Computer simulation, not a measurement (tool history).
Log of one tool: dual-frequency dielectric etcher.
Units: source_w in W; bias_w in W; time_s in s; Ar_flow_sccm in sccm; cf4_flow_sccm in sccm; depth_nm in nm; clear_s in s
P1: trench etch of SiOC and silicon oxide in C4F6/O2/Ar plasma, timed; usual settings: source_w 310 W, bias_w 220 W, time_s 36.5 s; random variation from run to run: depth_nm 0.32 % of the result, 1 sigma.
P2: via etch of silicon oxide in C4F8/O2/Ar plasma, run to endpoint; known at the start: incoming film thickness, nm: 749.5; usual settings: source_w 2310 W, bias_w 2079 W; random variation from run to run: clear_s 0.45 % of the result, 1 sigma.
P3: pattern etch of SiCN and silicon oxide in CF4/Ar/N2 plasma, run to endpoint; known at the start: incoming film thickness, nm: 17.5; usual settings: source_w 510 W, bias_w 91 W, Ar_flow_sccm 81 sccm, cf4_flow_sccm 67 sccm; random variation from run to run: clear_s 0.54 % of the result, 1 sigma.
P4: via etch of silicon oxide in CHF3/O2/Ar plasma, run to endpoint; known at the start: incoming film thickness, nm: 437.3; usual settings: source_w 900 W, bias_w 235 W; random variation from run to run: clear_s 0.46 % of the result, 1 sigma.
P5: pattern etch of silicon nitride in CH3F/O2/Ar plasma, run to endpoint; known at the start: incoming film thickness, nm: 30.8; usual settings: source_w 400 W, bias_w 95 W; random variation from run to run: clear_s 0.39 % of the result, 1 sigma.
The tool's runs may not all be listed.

Run 1, hour 7.2: process P1, source_w 310 W, bias_w 220 W, time_s 36.5 s. Result: depth_nm 70.803 nm.
Run 2, hour 19.7: process P3, source_w 510 W, bias_w 65 W, Ar_flow_sccm 81 sccm, cf4_flow_sccm 67 sccm. Result: clear_s 18.974 s.
Run 3, hour 29.4: process P3, source_w 510 W, bias_w 91 W, Ar_flow_sccm 81 sccm, cf4_flow_sccm 67 sccm. Result: clear_s 16.856 s.
Run 4, hour 40.4: process P4, source_w 1270 W, bias_w 235 W. Result: clear_s 153.6 s.
Run 5, hour 46.5: process P1, source_w 310 W, bias_w 220 W, time_s 36.5 s. Result: depth_nm 70.306 nm.
Run 6, hour 54.7: process P1, source_w 310 W, bias_w 276 W, time_s 36.5 s. Result: depth_nm 76.999 nm.
Run 7, hour 67.7: process P1, source_w 210 W, bias_w 220 W, time_s 36.5 s. Result: depth_nm 61.003 nm.
Run 8, hour 80.6: process P5, source_w 400 W, bias_w 125 W. Result: clear_s 36.797 s.
Run 9, hour 90: process P1, source_w 420 W, bias_w 220 W, time_s 36.5 s. Result: depth_nm 79.871 nm.
Run 10, hour 98.9: process P1, source_w 310 W, bias_w 220 W, time_s 36.5 s. Result: depth_nm 70.887 nm.
Run 11, hour 108.6: process P1, source_w 430 W, bias_w 172 W, time_s 36.5 s. Result: depth_nm 74.382 nm.
Run 12, hour 114.6: process P4, source_w 900 W, bias_w 235 W. Result: clear_s 175.84 s.
Run 13, hour 121.3: process P3, source_w 400 W, bias_w 91 W, Ar_flow_sccm 81 sccm, cf4_flow_sccm 67 sccm. Result: clear_s 21.014 s.
Run 14, hour 133.4: process P2, source_w 1490 W, bias_w 2079 W. Result: clear_s 162.61 s.
Run 15, hour 141.8: process P3, source_w 510 W, bias_w 91 W, Ar_flow_sccm 56 sccm, cf4_flow_sccm 67 sccm. Result: clear_s 15.968 s.
Run 16, hour 154.2: process P3, source_w 510 W, bias_w 91 W, Ar_flow_sccm 81 sccm, cf4_flow_sccm 67 sccm. Result: clear_s 16.711 s.
Run 17, hour 162.8: process P1, source_w 310 W, bias_w 220 W, time_s 36.5 s. Result: depth_nm 71.095 nm.
Run 18, hour 172.3: process P2, source_w 2310 W, bias_w 2809 W. Result: clear_s 124.56 s.
At hour 178.3: wet clean of the chamber.
Run 19, hour 180.5: process P3, source_w 510 W, bias_w 91 W, Ar_flow_sccm 81 sccm, cf4_flow_sccm 90 sccm. Result: clear_s 16.123 s.
Run 20, hour 192.8: process P1, source_w 310 W, bias_w 138 W, time_s 36.5 s. Result: depth_nm 61.148 nm.
Run 21, hour 204.4: process P4, source_w 900 W, bias_w 190 W. Result: clear_s 188.43 s.
Run 22, hour 211.8: process P4, source_w 900 W, bias_w 235 W. Result: clear_s 178.26 s.
Run 23, hour 220.9: process P5, source_w 480 W, bias_w 95 W. Result: clear_s 38.35 s.
At hour 228.2: bias power generator calibrated.
Run 24, hour 233.5: process P1, source_w 310 W, bias_w 220 W, time_s 53.5 s. Result: depth_nm 103.81 nm.
Run 25, hour 241: process P2, source_w 2310 W, bias_w 2079 W. Result: clear_s 136.84 s.
Run 26, hour 249.1: process P5, source_w 400 W, bias_w 95 W. Result: clear_s 40.635 s.
Run 27, hour 259.7: process P2, source_w 2310 W, bias_w 2079 W. Result: clear_s 136.94 s.
Run 28, hour 272.6: process P5, source_w 400 W, bias_w 95 W. Result: clear_s 40.747 s.
Run 29, hour 285.5: process P1, source_w 310 W, bias_w 220 W, time_s 24.5 s. Result: depth_nm 47.899 nm.
Run 30, hour 295.2: process P1, source_w 310 W, bias_w 220 W, time_s 36.5 s. Result: depth_nm 70.903 nm.
Run 31, hour 304.3: process P1, source_w 310 W, bias_w 220 W, time_s 36.5 s. Result: depth_nm 70.321 nm.
Run 32, hour 316.4: process P1, source_w 310 W, bias_w 220 W, time_s 36.5 s. Result: depth_nm 70.022 nm.
Run 33, hour 323: process P1, source_w 310 W, bias_w 220 W, time_s 36.5 s. Result: depth_nm 69.925 nm.
Run 34, hour 331.2: process P1, source_w 310 W, bias_w 220 W, time_s 36.5 s. Result: depth_nm 69.853 nm.
At hour 341.3: wet clean of the chamber.
Run 35, hour 342.6: process P1, source_w 310 W, bias_w 220 W, time_s 36.5 s. Result: depth_nm 69.891 nm.
Run 36, hour 348.3: process P1, source_w 310 W, bias_w 220 W, time_s 36.5 s. Result: depth_nm 69.743 nm.
Run 37, hour 356.6: process P1, source_w 310 W, bias_w 220 W, time_s 36.5 s. Result: depth_nm 69.593 nm.
Run 38, hour 366.2: process P1, source_w 310 W, bias_w 220 W, time_s 36.5 s. Result: depth_nm 69.67 nm.
Run 39, hour 377: process P1, source_w 310 W, bias_w 220 W, time_s 36.5 s. Result: depth_nm 70.1 nm.
Run 40, hour 386: process P1, source_w 310 W, bias_w 220 W, time_s 36.5 s. Result: depth_nm 69.439 nm.

What P1 gives has crept away from where it was. These 2 causes fit the log equally well, each at the size given:
A: bias power that arrives under what is set, % = 4.74
B: source power that arrives under what is set, % = 4.15
The creep began at about hour 295.2.
Why every other cause is out:
chamber walls in a state that lowers the etch rate, %: serviced at hour 341.3, which brought nothing back

4 check runs are offered, each on 5 wafers whose results are averaged, their results left as question marks. Which one tells the causes apart?
Run check 1, hour 395: process P2, source_w 2310 W, bias_w 2079 W. Result: clear_s ?.
Run check 2, hour 395: process P3, source_w 510 W, bias_w 91 W, Ar_flow_sccm 81 sccm, cf4_flow_sccm 67 sccm. Result: clear_s ?.
Run check 3, hour 395: process P4, source_w 900 W, bias_w 235 W. Result: clear_s ?.
Run check 4, hour 395: process P5, source_w 400 W, bias_w 95 W. Result: clear_s ?.

What each check would give under each cause:
  check   result    if A    if B
check 1  clear_s  138.29  138.73
check 2  clear_s  17.138  17.497
check 3  clear_s  179.04  178.94
check 4  clear_s  41.376  41.303
How far apart the two closest causes lie, in the result that separates them most: check 1 0.32 %; check 2 2.08 %; check 3 0.06 %; check 4 0.18 %
Only check 2 tells the causes apart: in the others they would give nearly the same result.

Check 2 was then run and gave: clear_s 17.163 s. Which cause is it?

It is A: bias power that arrives under what is set, %.

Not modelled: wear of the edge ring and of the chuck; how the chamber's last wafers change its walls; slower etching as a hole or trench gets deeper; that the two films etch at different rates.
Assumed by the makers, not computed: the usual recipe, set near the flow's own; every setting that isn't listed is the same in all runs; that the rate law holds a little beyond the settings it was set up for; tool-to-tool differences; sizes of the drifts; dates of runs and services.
